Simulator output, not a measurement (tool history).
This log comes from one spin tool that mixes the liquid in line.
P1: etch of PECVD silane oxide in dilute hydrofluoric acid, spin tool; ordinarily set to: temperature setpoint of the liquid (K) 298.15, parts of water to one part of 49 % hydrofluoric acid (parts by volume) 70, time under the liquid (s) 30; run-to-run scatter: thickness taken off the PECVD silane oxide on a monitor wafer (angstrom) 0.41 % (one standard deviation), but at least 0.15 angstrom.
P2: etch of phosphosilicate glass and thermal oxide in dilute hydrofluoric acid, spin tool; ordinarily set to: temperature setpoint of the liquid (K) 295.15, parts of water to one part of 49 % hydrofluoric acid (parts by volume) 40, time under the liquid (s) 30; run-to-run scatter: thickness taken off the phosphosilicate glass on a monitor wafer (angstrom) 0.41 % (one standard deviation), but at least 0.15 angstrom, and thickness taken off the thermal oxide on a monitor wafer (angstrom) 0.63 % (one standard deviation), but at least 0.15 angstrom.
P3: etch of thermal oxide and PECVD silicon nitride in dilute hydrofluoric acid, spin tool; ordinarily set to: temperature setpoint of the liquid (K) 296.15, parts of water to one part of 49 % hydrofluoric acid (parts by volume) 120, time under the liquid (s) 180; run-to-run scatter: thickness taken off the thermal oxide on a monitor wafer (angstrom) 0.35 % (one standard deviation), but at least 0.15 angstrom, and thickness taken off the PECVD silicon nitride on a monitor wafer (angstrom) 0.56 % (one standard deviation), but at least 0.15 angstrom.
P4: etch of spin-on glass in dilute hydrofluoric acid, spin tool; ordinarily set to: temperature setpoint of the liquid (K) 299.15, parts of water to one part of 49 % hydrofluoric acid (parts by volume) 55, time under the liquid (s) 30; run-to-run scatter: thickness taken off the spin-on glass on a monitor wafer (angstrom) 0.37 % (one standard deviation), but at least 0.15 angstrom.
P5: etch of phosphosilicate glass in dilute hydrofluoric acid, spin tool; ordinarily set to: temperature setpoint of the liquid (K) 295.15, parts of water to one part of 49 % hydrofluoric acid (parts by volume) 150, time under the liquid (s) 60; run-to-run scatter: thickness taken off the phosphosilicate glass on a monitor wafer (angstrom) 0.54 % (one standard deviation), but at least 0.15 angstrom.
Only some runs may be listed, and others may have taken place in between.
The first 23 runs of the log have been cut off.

run,hour,process that ran,temperature setpoint of the liquid (K),parts of water to one part of 49 % hydrofluoric acid (parts by volume),time under the liquid (s),hours since the thermometer was replaced,hours since the hydrofluoric acid flow meter was replaced,thickness taken off the PECVD silane oxide on a monitor wafer (angstrom),thickness taken off the thermal oxide on a monitor wafer (angstrom),thickness taken off the PECVD silicon nitride on a monitor wafer (angstrom),thickness taken off the phosphosilicate glass on a monitor wafer (angstrom),thickness taken off the spin-on glass on a monitor wafer (angstrom)
24,160.1,P4,299.15,55,30,598.5,495.7,,,,,425.8
25,165.8,P2,290.15,40,30,604.2,501.4,,29.11,,703.11,
26,173.6,P2,295.15,40,30,612,509.2,,36.012,,867.12,
27,182.5,P1,292.65,70,55,620.9,518.1,122.34,,,,
28,187.6,P5,290.15,150,60,626,523.2,,,,386.88,
29,197,P4,307.15,55,30,635.4,532.6,,,,,581.16
30,205.4,P1,298.15,70,60,643.8,541,166.82,,,,
31,214.1,P3,290.15,120,180,652.5,549.7,,52.026,28.907,,
32,222.6,P1,298.15,70,30,661,558.2,84.166,,,,
33,228.6,P1,298.15,70,30,667,564.2,83.389,,,,
34,235.5,P1,298.15,70,30,673.9,571.1,80.962,,,,
35,242.1,P1,298.15,70,30,680.5,577.7,79.312,,,,
36,249.4,P1,298.15,70,30,687.8,585,78.098,,,,
37,256.6,P1,298.15,70,30,695,592.2,77.275,,,,
38,261.2,P1,298.15,70,30,699.6,596.8,77.345,,,,
39,265.5,P1,298.15,70,30,703.9,601.1,77.596,,,,
40,270.4,P1,298.15,70,30,708.8,606,77.274,,,,
41,276.2,P1,298.15,70,30,714.6,611.8,76.991,,,,

Predict the results of run 42:
42,281.7,P1,298.15,70,30,720.1,617.3,?,,,,

thickness taken off the PECVD silane oxide on a monitor wafer (angstrom): 77.084
